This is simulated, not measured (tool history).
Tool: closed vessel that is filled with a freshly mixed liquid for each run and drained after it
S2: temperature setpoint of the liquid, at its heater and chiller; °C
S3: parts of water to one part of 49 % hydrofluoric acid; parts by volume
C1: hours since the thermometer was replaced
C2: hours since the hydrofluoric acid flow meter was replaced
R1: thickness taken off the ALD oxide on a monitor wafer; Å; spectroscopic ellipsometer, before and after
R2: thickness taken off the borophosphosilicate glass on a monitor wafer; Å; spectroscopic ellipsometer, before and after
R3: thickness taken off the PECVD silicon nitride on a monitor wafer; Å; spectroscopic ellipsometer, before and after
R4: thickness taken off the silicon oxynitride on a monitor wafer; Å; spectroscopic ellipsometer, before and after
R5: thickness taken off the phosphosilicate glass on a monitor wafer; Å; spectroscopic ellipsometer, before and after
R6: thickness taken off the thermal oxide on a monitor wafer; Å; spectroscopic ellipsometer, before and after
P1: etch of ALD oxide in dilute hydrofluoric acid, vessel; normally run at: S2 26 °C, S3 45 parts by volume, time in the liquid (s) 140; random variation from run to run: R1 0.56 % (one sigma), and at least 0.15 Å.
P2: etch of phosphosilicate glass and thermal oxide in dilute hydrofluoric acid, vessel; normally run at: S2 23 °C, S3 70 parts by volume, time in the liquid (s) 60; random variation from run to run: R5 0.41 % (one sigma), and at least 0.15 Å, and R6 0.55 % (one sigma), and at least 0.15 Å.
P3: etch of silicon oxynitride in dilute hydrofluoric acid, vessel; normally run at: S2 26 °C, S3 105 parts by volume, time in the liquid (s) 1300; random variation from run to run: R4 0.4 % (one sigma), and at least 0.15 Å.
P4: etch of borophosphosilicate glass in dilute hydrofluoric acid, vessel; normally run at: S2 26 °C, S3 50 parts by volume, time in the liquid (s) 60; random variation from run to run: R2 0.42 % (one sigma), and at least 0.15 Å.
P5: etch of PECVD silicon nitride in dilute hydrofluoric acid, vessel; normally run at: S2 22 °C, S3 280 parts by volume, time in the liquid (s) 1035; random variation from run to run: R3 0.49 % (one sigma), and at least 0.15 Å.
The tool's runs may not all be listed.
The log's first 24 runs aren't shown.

{"run": 25, "day": 12.829, "process that ran": "P1", "S2": 26, "S3": 45, "time in the liquid (s)": 140, "C1": 168.5, "C2": 1408, "R1": 343.74}
{"run": 26, "day": 13.254, "process that ran": "P2", "S2": 23, "S3": 70, "time in the liquid (s)": 60, "C1": 178.7, "C2": 1418.2, "R5": 1719.2, "R6": 39.584}
{"run": 27, "day": 13.571, "process that ran": "P1", "S2": 26, "S3": 45, "time in the liquid (s)": 205, "C1": 186.3, "C2": 1425.8, "R1": 500.61}
{"run": 28, "day": 14.121, "process that ran": "P5", "S2": 22, "S3": 465, "time in the liquid (s)": 1035, "C1": 199.5, "C2": 1439, "R3": 113.69}
{"run": 29, "day": 14.683, "process that ran": "P4", "S2": 26, "S3": 50, "time in the liquid (s)": 60, "C1": 213, "C2": 1452.5, "R2": 530.8}
{"run": 30, "day": 15.192, "process that ran": "P5", "S2": 22, "S3": 280, "time in the liquid (s)": 1035, "C1": 225.2, "C2": 1464.7, "R3": 186.82}
{"run": 31, "day": 15.862, "process that ran": "P5", "S2": 29, "S3": 280, "time in the liquid (s)": 1035, "C1": 241.3, "C2": 1480.8, "R3": 284.86}
{"run": 32, "day": 16.329, "process that ran": "P3", "S2": 26, "S3": 105, "time in the liquid (s)": 1300, "C1": 252.5, "C2": 1492, "R4": 488.3}
{"run": 33, "day": 16.646, "process that ran": "P1", "S2": 26, "S3": 45, "time in the liquid (s)": 140, "C1": 260.1, "C2": 1499.6, "R1": 348.86}

Run 34 comes next. What will it give?
{"run": 34, "day": 17.262, "process that ran": "P1", "S2": 26, "S3": 45, "time in the liquid (s)": 140, "C1": 274.9, "C2": 1514.4, "R1": "?"}

Run 34 gave R1 362.72 Å.

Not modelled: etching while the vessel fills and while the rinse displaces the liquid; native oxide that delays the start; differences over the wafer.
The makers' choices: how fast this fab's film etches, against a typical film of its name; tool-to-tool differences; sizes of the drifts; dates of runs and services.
